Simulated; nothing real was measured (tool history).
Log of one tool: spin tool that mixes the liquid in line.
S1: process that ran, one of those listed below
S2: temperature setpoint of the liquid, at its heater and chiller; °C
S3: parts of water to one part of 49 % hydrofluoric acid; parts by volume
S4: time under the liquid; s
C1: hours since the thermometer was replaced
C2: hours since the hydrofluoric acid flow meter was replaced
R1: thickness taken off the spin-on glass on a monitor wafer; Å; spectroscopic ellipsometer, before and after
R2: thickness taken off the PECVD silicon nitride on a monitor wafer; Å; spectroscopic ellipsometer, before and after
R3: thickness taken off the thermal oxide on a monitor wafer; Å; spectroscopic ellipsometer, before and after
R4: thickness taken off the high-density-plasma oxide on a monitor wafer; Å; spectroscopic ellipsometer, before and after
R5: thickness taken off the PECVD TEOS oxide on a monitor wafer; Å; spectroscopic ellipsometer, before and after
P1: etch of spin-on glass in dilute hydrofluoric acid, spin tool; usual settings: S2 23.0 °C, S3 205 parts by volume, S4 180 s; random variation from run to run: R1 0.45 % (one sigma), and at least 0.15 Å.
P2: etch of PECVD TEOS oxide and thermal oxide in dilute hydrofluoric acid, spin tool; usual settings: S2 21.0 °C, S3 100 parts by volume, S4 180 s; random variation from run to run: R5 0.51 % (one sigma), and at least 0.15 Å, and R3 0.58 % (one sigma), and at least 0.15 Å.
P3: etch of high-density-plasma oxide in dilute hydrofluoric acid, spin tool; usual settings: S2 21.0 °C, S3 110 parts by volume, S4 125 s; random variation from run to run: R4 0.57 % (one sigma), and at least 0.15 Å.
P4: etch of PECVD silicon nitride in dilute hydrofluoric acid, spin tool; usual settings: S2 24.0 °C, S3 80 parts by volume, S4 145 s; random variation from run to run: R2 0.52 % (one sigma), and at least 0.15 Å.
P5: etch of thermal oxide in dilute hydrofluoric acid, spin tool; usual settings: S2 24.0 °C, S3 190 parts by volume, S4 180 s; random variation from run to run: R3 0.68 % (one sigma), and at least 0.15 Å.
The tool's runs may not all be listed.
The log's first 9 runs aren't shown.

run 10 hour=125.0 | S1=P3 S2=28.5 S3=110 S4=125 | C1=945.3 C2=466.5 | R4=99.066
run 11 hour=132.7 | S1=P1 S2=23.0 S3=205 S4=180 | C1=953.0 C2=474.2 | R1=383.23
run 12 hour=146.7 | S1=P1 S2=23.0 S3=205 S4=180 | C1=967.0 C2=488.2 | R1=384.73
run 13 hour=162.7 | S1=P1 S2=23.0 S3=140 S4=315 | C1=983.0 C2=504.2 | R1=1040.30
run 14 hour=172.2 | S1=P1 S2=23.0 S3=320 S4=180 | C1=992.5 C2=513.7 | R1=218.82
run 15 hour=179.8 | S1=P5 S2=28.0 S3=190 S4=180 | C1=1000.1 C2=521.3 | R3=48.0100
run 16 hour=194.5 | S1=P5 S2=24.0 S3=190 S4=25 | C1=1014.8 C2=536.0 | R3=5.8357
run 17 hour=205.0 | S1=P1 S2=23.0 S3=205 S4=295 | C1=1025.3 C2=546.5 | R1=623.66
run 18 hour=212.8 | S1=P2 S2=21.0 S3=100 S4=180 | C1=1033.1 C2=554.3 | R3=79.1310 R5=133.610
run 19 hour=221.3 | S1=P4 S2=24.0 S3=80 S4=215 | C1=1041.6 C2=562.8 | R2=75.509
-- hour=228.0 hydrofluoric acid flow meter replaced
run 20 hour=229.0 | S1=P5 S2=24.0 S3=190 S4=180 | C1=1049.3 C2=1.0 | R3=41.5540
run 21 hour=240.4 | S1=P4 S2=24.0 S3=130 S4=145 | C1=1060.7 C2=12.4 | R2=31.568
run 22 hour=250.7 | S1=P2 S2=21.0 S3=165 S4=180 | C1=1071.0 C2=22.7 | R3=44.3200 R5=75.781
run 23 hour=263.0 | S1=P3 S2=21.0 S3=110 S4=125 | C1=1083.3 C2=35.0 | R4=73.627
run 24 hour=278.0 | S1=P1 S2=23.0 S3=205 S4=180 | C1=1098.3 C2=50.0 | R1=383.21
run 25 hour=293.0 | S1=P1 S2=23.0 S3=125 S4=180 | C1=1113.3 C2=65.0 | R1=687.52
run 26 hour=306.8 | S1=P4 S2=24.0 S3=80 S4=145 | C1=1127.1 C2=78.8 | R2=50.942
run 27 hour=314.6 | S1=P1 S2=17.0 S3=205 S4=180 | C1=1134.9 C2=86.6 | R1=301.76
run 28 hour=324.3 | S1=P1 S2=23.0 S3=205 S4=85 | C1=1144.6 C2=96.3 | R1=179.69
run 29 hour=340.9 | S1=P2 S2=21.0 S3=100 S4=330 | C1=1161.2 C2=112.9 | R3=143.9100 R5=247.290
run 30 hour=348.8 | S1=P3 S2=21.0 S3=65 S4=125 | C1=1169.1 C2=120.8 | R4=131.450
run 31 hour=356.6 | S1=P1 S2=23.0 S3=205 S4=180 | C1=1176.9 C2=128.6 | R1=382.65
run 32 hour=372.6 | S1=P1 S2=23.0 S3=205 S4=180 | C1=1192.9 C2=144.6 | R1=395.09
run 33 hour=381.0 | S1=P1 S2=23.0 S3=205 S4=180 | C1=1201.3 C2=153.0 | R1=394.52

Run 34 comes next. What will it give?
run 34 hour=396.9 | S1=P1 S2=23.0 S3=205 S4=180 | C1=1217.2 C2=168.9 | R1=?

{"run 34": {"R1": 396.13}}

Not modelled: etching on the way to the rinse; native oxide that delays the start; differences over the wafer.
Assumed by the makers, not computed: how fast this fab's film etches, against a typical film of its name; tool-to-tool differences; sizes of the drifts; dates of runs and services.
